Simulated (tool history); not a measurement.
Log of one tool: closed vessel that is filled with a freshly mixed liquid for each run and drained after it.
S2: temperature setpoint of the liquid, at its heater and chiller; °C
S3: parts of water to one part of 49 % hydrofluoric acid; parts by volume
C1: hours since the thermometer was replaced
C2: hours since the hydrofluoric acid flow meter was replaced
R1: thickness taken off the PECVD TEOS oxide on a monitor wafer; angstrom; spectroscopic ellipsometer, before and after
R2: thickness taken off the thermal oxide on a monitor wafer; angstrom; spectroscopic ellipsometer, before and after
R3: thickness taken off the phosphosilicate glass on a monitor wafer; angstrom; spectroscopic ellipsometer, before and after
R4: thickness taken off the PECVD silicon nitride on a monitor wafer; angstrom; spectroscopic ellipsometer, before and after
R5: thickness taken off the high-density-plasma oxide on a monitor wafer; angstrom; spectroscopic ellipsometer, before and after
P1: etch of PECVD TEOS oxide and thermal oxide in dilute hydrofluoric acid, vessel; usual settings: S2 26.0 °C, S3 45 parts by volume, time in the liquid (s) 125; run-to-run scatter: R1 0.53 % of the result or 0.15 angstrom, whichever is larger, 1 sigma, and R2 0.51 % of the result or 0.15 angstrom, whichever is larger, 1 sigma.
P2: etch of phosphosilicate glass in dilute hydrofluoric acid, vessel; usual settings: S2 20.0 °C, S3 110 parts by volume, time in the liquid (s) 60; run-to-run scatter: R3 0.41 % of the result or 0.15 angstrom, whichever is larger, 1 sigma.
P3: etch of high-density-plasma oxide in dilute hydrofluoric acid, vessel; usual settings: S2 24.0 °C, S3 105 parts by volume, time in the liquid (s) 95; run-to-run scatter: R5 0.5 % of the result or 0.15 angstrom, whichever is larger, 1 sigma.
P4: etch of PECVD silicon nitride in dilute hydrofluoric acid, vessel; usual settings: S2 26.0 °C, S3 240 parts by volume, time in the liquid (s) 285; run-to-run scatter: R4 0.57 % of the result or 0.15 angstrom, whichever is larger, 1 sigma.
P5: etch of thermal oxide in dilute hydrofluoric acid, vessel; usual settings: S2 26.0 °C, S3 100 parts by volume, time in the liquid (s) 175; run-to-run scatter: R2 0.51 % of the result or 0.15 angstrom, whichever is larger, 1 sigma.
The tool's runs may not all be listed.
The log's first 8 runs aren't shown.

Run 9, hour 110.9: process that ran P1, S2 26.0 °C, S3 60 parts by volume, time in the liquid (s) 125; C1 329.4; C2 1188.9. Result: R1 257.96 angstrom, R2 116.690 angstrom.
Run 10, hour 124.3: process that ran P4, S2 26.0 °C, S3 100 parts by volume, time in the liquid (s) 285; C1 342.8; C2 1202.3. Result: R4 175.290 angstrom.
Run 11, hour 137.5: process that ran P3, S2 24.0 °C, S3 105 parts by volume, time in the liquid (s) 95; C1 356.0; C2 1215.5. Result: R5 90.241 angstrom.
Run 12, hour 146.7: process that ran P1, S2 21.5 °C, S3 45 parts by volume, time in the liquid (s) 125; C1 365.2; C2 1224.7. Result: R1 292.38 angstrom, R2 132.260 angstrom.
Run 13, hour 163.5: process that ran P5, S2 26.0 °C, S3 155 parts by volume, time in the liquid (s) 175; C1 382.0; C2 1241.5. Result: R2 52.008 angstrom.
Run 14, hour 175.6: process that ran P4, S2 26.0 °C, S3 240 parts by volume, time in the liquid (s) 415; C1 394.1; C2 1253.6. Result: R4 106.170 angstrom.
Run 15, hour 185.7: process that ran P3, S2 24.0 °C, S3 105 parts by volume, time in the liquid (s) 155; C1 404.2; C2 1263.7. Result: R5 146.460 angstrom.
Run 16, hour 200.2: process that ran P1, S2 19.0 °C, S3 20 parts by volume, time in the liquid (s) 125; C1 418.7; C2 1278.2. Result: R1 605.59 angstrom, R2 277.290 angstrom.
Run 17, hour 215.2: process that ran P4, S2 21.0 °C, S3 240 parts by volume, time in the liquid (s) 285; C1 433.7; C2 1293.2. Result: R4 53.584 angstrom.
Run 18, hour 227.9: process that ran P1, S2 26.0 °C, S3 45 parts by volume, time in the liquid (s) 200; C1 446.4; C2 1305.9. Result: R1 562.31 angstrom, R2 253.180 angstrom.
Run 19, hour 242.5: process that ran P1, S2 26.0 °C, S3 45 parts by volume, time in the liquid (s) 125; C1 461.0; C2 1320.5. Result: R1 349.03 angstrom, R2 159.790 angstrom.
Run 20, hour 254.5: process that ran P5, S2 26.0 °C, S3 100 parts by volume, time in the liquid (s) 305; C1 473.0; C2 1332.5. Result: R2 150.410 angstrom.
Run 21, hour 272.0: process that ran P2, S2 20.0 °C, S3 110 parts by volume, time in the liquid (s) 90; C1 490.5; C2 1350.0. Result: R3 741.84 angstrom.
Run 22, hour 280.1: process that ran P1, S2 33.0 °C, S3 45 parts by volume, time in the liquid (s) 30; C1 498.6; C2 1358.1. Result: R1 111.72 angstrom, R2 50.620 angstrom.
Run 23, hour 289.6: process that ran P3, S2 24.0 °C, S3 170 parts by volume, time in the liquid (s) 95; C1 508.1; C2 1367.6. Result: R5 51.648 angstrom.
Run 24, hour 297.9: process that ran P1, S2 26.0 °C, S3 45 parts by volume, time in the liquid (s) 125; C1 516.4; C2 1375.9. Result: R1 346.92 angstrom, R2 159.650 angstrom.
Run 25, hour 313.0: process that ran P5, S2 26.0 °C, S3 100 parts by volume, time in the liquid (s) 175; C1 531.5; C2 1391.0. Result: R2 86.341 angstrom.
Run 26, hour 327.8: process that ran P2, S2 17.0 °C, S3 110 parts by volume, time in the liquid (s) 60; C1 546.3; C2 1405.8. Result: R3 437.90 angstrom.
Run 27, hour 335.7: process that ran P5, S2 26.0 °C, S3 100 parts by volume, time in the liquid (s) 175; C1 554.2; C2 1413.7. Result: R2 86.587 angstrom.
Run 28, hour 345.7: process that ran P1, S2 26.0 °C, S3 45 parts by volume, time in the liquid (s) 125; C1 564.2; C2 1423.7. Result: R1 350.79 angstrom, R2 158.900 angstrom.
Run 29, hour 356.4: process that ran P1, S2 30.0 °C, S3 45 parts by volume, time in the liquid (s) 125; C1 574.9; C2 1434.4. Result: R1 410.89 angstrom, R2 188.060 angstrom.
Run 30, hour 370.6: process that ran P2, S2 20.0 °C, S3 50 parts by volume, time in the liquid (s) 60; C1 589.1; C2 1448.6. Result: R3 1158.70 angstrom.

The next listed run, before its measurement:
Run 31, hour 381.3: process that ran P2, S2 20.0 °C, S3 110 parts by volume, time in the liquid (s) 60; C1 599.8; C2 1459.3. Result: R3 ?.

R3: 495.68 angstrom

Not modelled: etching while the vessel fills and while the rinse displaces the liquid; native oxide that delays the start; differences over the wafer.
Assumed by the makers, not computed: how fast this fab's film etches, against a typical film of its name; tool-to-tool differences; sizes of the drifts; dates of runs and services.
